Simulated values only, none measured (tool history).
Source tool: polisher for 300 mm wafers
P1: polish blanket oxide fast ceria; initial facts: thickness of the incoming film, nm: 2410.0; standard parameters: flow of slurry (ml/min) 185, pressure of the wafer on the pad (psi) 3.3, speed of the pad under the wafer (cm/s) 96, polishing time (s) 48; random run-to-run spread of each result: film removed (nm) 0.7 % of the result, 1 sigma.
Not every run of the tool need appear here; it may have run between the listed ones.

run,hour,flow of slurry (ml/min),pressure of the wafer on the pad (psi),speed of the pad under the wafer (cm/s),polishing time (s),wafers polished on this pad,hours since the slurry nozzle was cleaned,hours since the head pressure was calibrated,film removed (nm)
1,13.9,185,3.3,96,48,603,326.9,437.0,863.03
2,27.8,185,3.3,50,48,838,340.8,450.9,438.06
3,43.7,185,4.6,96,48,1107,356.7,466.8,1201.10
4,51.9,185,3.3,138,48,1246,364.9,475.0,1223.40
5,67.9,110,3.3,96,48,1516,380.9,491.0,784.67
6,83.6,185,3.3,96,48,1782,396.6,506.7,857.32
7,93.1,185,3.3,96,25,1942,406.1,516.2,444.83
8,103.4,185,2.2,96,48,2117,416.4,526.5,572.15
9,115.2,185,3.3,96,48,2316,428.2,538.3,855.49
10,129.9,185,3.3,96,48,2565,442.9,553.0,852.48
11,139.2,185,4.8,48,48,2722,452.2,562.3,622.35
12,152.5,270,3.3,96,48,2947,465.5,575.6,904.02
13,160.8,185,3.3,96,73,3087,473.8,583.9,1305.50
14,178.6,185,3.3,96,48,3388,491.6,601.7,860.68
15,195.1,185,3.3,96,48,3667,508.1,618.2,837.54
16,208.5,185,3.3,96,48,3893,521.5,631.6,833.28
17,225.7,185,3.3,96,48,4184,538.7,648.8,824.96
18,234.2,185,3.3,96,48,4328,547.2,657.3,814.23
# hour 235.6: worn pad replaced by a new one
19,242.5,185,3.3,96,48,116,555.5,665.6,820.57
20,256.0,185,3.3,96,48,345,569.0,679.1,824.76
21,266.3,185,3.3,96,48,519,579.3,689.4,807.09
22,280.7,185,3.3,96,48,762,593.7,703.8,814.10
23,294.0,185,3.3,96,48,987,607.0,717.1,802.68
24,303.4,185,3.3,96,48,1146,616.4,726.5,805.11

What P1 gives has crept off from where it sat before. The 2 causes that follow fit the log equally well, each at the size noted:
A: head's pressure below its setpoint, % = 5.34
B: slurry flow missing at the pad, % = 28.1
The process output started creeping at around hour 178.6.
Ruled out, with reasons:
removal rate lost through wear of the pad, %: serviced at hour 235.6, which brought nothing back

Below are 4 check runs, each averaged over 5 wafers, with their results shown as question marks. Which of them would give clearly different results depending on which cause is behind the drift?
check 1,312.8,185,3.3,124,48,,,,?
check 2,312.8,185,3.3,126,28,,,,?
check 3,312.8,120,3.3,96,48,,,,?
check 4,312.8,185,4.2,96,48,,,,?

What each check would give under each cause:
check,result,if A,if B
check 1,film removed (nm),1048.00,1048.00
check 2,film removed (nm),621.18,621.22
check 3,film removed (nm),752.25,732.76
check 4,film removed (nm),1032.60,1032.70
Separation of the two closest causes in each check, using whichever result separates them best: check 1 0.01 %; check 2 0.01 %; check 3 2.62 %; check 4 0.01 %
Of the check runs offered, only check 3 discriminates between the causes; the rest would read about the same regardless of which cause applies.

Here is what check 3 returned: film removed (nm) 749.40. Which cause is it?

It was cause A: head's pressure below its setpoint, %.

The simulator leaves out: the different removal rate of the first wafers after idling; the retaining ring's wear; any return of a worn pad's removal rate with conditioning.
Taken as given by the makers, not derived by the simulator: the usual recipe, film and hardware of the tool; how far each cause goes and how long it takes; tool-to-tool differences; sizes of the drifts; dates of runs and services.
